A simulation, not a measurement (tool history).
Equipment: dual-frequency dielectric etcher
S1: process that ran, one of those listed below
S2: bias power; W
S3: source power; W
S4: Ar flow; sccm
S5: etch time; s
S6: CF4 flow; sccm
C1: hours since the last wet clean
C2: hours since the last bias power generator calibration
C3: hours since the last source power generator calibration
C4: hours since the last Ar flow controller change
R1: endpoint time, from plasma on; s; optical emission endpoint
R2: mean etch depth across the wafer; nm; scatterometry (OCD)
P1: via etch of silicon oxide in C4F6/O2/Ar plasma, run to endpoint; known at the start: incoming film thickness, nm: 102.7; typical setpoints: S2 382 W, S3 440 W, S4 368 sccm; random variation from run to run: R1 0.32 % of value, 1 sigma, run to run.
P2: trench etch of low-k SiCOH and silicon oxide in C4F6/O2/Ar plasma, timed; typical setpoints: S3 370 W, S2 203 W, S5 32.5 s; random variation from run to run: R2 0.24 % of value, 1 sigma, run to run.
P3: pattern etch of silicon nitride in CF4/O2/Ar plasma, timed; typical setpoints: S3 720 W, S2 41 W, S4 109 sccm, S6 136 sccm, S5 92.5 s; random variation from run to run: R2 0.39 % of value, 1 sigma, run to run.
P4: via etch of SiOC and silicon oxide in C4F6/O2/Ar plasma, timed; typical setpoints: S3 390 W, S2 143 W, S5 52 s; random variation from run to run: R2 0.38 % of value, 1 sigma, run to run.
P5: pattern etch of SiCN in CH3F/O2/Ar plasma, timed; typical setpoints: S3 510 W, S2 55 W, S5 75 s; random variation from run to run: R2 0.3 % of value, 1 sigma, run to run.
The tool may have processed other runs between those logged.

| run | hour | S1 | S2 | S3 | S4 | S5 | S6 | C1 | C2 | C3 | C4 | R1 | R2 |
|---|---|---|---|---|---|---|---|---|---|---|---|---|---|
| 1 | 4.2 | P1 | 382 | 440 | 368 |  |  | 212.3 | 993.4 | 1192.6 | 1090.5 | 23.916 |  |
| 2 | 9.2 | P5 | 55 | 330 |  | 75 |  | 217.3 | 998.4 | 1197.6 | 1095.5 |  | 23.726 |
| 3 | 13.1 | P1 | 382 | 440 | 368 |  |  | 221.2 | 1002.3 | 1201.5 | 1099.4 | 24.033 |  |
| 4 | 15.8 | P2 | 203 | 370 |  | 18 |  | 223.9 | 1005 | 1204.2 | 1102.1 |  | 55.888 |
| 5 | 21.6 | P3 | 58 | 720 | 109 | 92.5 | 136 | 229.7 | 1010.8 | 1210 | 1107.9 |  | 262.73 |
| 6 | 26.9 | P1 | 382 | 290 | 368 |  |  | 235 | 1016.1 | 1215.3 | 1113.2 | 27.963 |  |
| 7 | 30.3 | P5 | 55 | 510 |  | 75 |  | 238.4 | 1019.5 | 1218.7 | 1116.6 |  | 27.959 |
| 8 | 33.2 | P4 | 143 | 390 |  | 64 |  | 241.3 | 1022.4 | 1221.6 | 1119.5 |  | 66.636 |
| 9 | 36.6 | P4 | 177 | 390 |  | 52 |  | 244.7 | 1025.8 | 1225 | 1122.9 |  | 57.685 |
| 10 | 41.2 | P5 | 55 | 510 |  | 75 |  | 249.3 | 1030.4 | 1229.6 | 1127.5 |  | 27.984 |
| 11 | 47 | P5 | 75 | 510 |  | 75 |  | 255.1 | 1036.2 | 1235.4 | 1133.3 |  | 31.036 |
| 12 | 50.9 | P3 | 41 | 720 | 109 | 92.5 | 82 | 259 | 1040.1 | 1239.3 | 1137.2 |  | 215.97 |
|  | 52.5 | bias power generator calibrated |
| 13 | 54.6 | P2 | 203 | 220 |  | 32.5 |  | 262.7 | 2.2 | 1243 | 1140.9 |  | 82.665 |
| 14 | 59 | P3 | 41 | 720 | 109 | 92.5 | 136 | 267.1 | 6.6 | 1247.4 | 1145.3 |  | 231.78 |
| 15 | 62.1 | P1 | 528 | 560 | 368 |  |  | 270.2 | 9.7 | 1250.5 | 1148.4 | 19.541 |  |
| 16 | 65.8 | P3 | 41 | 720 | 109 | 63.5 | 136 | 273.9 | 13.4 | 1254.2 | 1152.1 |  | 158.64 |
| 17 | 69.6 | P1 | 247 | 440 | 368 |  |  | 277.7 | 17.2 | 1258 | 1155.9 | 27.728 |  |
| 18 | 73.6 | P1 | 234 | 440 | 456 |  |  | 281.7 | 21.2 | 1262 | 1159.9 | 29.089 |  |
| 19 | 77 | P2 | 203 | 370 |  | 32.5 |  | 285.1 | 24.6 | 1265.4 | 1163.3 |  | 101.13 |
| 20 | 82.2 | P1 | 382 | 440 | 468 |  |  | 290.3 | 29.8 | 1270.6 | 1168.5 | 24.568 |  |
| 21 | 87.9 | P3 | 41 | 720 | 150 | 92.5 | 136 | 296 | 35.5 | 1276.3 | 1174.2 |  | 221.32 |
| 22 | 92.3 | P4 | 143 | 390 |  | 52 |  | 300.4 | 39.9 | 1280.7 | 1178.6 |  | 53.893 |
| 23 | 96.7 | P3 | 41 | 990 | 109 | 92.5 | 136 | 304.8 | 44.3 | 1285.1 | 1183 |  | 307.57 |
| 24 | 102.7 | P2 | 288 | 370 |  | 32.5 |  | 310.8 | 50.3 | 1291.1 | 1189 |  | 113.47 |
| 25 | 106.5 | P1 | 382 | 440 | 368 |  |  | 314.6 | 54.1 | 1294.9 | 1192.8 | 23.916 |  |
| 26 | 110.5 | P4 | 143 | 300 |  | 52 |  | 318.6 | 58.1 | 1298.9 | 1196.8 |  | 48.797 |
| 27 | 114.7 | P1 | 527 | 440 | 368 |  |  | 322.8 | 62.3 | 1303.1 | 1201 | 21.26 |  |
| 28 | 117.5 | P2 | 203 | 370 |  | 32.5 |  | 325.6 | 65.1 | 1305.9 | 1203.8 |  | 101.24 |
| 29 | 122.6 | P1 | 382 | 440 | 368 |  |  | 330.7 | 70.2 | 1311 | 1208.9 | 23.961 |  |
| 30 | 127.9 | P1 | 382 | 440 | 290 |  |  | 336 | 75.5 | 1316.3 | 1214.2 | 23.363 |  |
| 31 | 131.5 | P1 | 382 | 550 | 368 |  |  | 339.6 | 79.1 | 1319.9 | 1217.8 | 21.962 |  |
| 32 | 136.1 | P5 | 55 | 510 |  | 107 |  | 344.2 | 83.7 | 1324.5 | 1222.4 |  | 40.027 |
| 33 | 141.6 | P1 | 382 | 440 | 368 |  |  | 349.7 | 89.2 | 1330 | 1227.9 | 23.933 |  |
| 34 | 146 | P1 | 382 | 440 | 368 |  |  | 354.1 | 93.6 | 1334.4 | 1232.3 | 23.995 |  |
| 35 | 149.5 | P1 | 382 | 440 | 368 |  |  | 357.6 | 97.1 | 1337.9 | 1235.8 | 24.168 |  |
| 36 | 153.4 | P1 | 382 | 440 | 368 |  |  | 361.5 | 101 | 1341.8 | 1239.7 | 24.17 |  |
|  | 157.1 | wet clean of the chamber |
| 37 | 157.1 | P1 | 382 | 440 | 368 |  |  | 0.1 | 104.7 | 1345.5 | 1243.4 | 24.236 |  |
| 38 | 160.7 | P1 | 382 | 440 | 368 |  |  | 3.7 | 108.3 | 1349.1 | 1247 | 24.337 |  |
| 39 | 164.6 | P1 | 382 | 440 | 368 |  |  | 7.6 | 112.2 | 1353 | 1250.9 | 24.198 |  |
| 40 | 170 | P1 | 382 | 440 | 368 |  |  | 13 | 117.6 | 1358.4 | 1256.3 | 24.15 |  |
|  | 170.3 | Ar flow controller replaced |
| 41 | 174.1 | P1 | 382 | 440 | 368 |  |  | 17.1 | 121.7 | 1362.5 | 3.9 | 24.273 |  |
| 42 | 177.3 | P1 | 382 | 440 | 368 |  |  | 20.3 | 124.9 | 1365.7 | 7.1 | 24.312 |  |
| 43 | 183.3 | P1 | 382 | 440 | 368 |  |  | 26.3 | 130.9 | 1371.7 | 13.1 | 24.334 |  |

What P1 gives has crept off from where it sat before. The 2 causes that follow fit the log equally well, each at the size noted:
A: source power that arrives under what is set, % = 4.12
B: bias power that arrives under what is set, % = 4.33
The drift started at roughly hour 141.6.
Every other cause this tool's parts could produce, and why it does not fit the log:
chamber walls in a state that lowers the etch rate, %: serviced at hour 157.1, which brought nothing back
Ar flow that arrives over what is set, %: serviced at hour 170.3, which brought nothing back

Which of the 4 check runs listed below, each an average over 2 wafers with its results shown as question marks, gives clearly different results under the different listed causes?
| check 1 | 189.3 | P3 | 41 | 930 | 109 | 92.5 | 136 |  |  |  |  |  | ? |
| check 2 | 189.3 | P2 | 258 | 370 |  | 19.5 |  |  |  |  |  |  | ? |
| check 3 | 189.3 | P4 | 143 | 310 |  | 52 |  |  |  |  |  |  | ? |
| check 4 | 189.3 | P5 | 55 | 340 |  | 75 |  |  |  |  |  |  | ? |

If the cause were each of the candidates in turn, the checks would give the following:
| check | result | if A | if B |
|---|---|---|---|
| check 1 | R2 | 280.45 | 286.91 |
| check 2 | R2 | 64.748 | 64.811 |
| check 3 | R2 | 48.657 | 48.787 |
| check 4 | R2 | 23.601 | 23.63 |
Separation of the two closest causes in each check, using whichever result separates them best: check 1 2.28 %; check 2 0.1 %; check 3 0.27 %; check 4 0.12 %
The causes can be told apart only by check 1. The other checks would give nearly the same results under each of them.

Here is what check 1 returned: R2 286.92 nm. Which cause is it?

It was cause B: bias power that arrives under what is set, %.

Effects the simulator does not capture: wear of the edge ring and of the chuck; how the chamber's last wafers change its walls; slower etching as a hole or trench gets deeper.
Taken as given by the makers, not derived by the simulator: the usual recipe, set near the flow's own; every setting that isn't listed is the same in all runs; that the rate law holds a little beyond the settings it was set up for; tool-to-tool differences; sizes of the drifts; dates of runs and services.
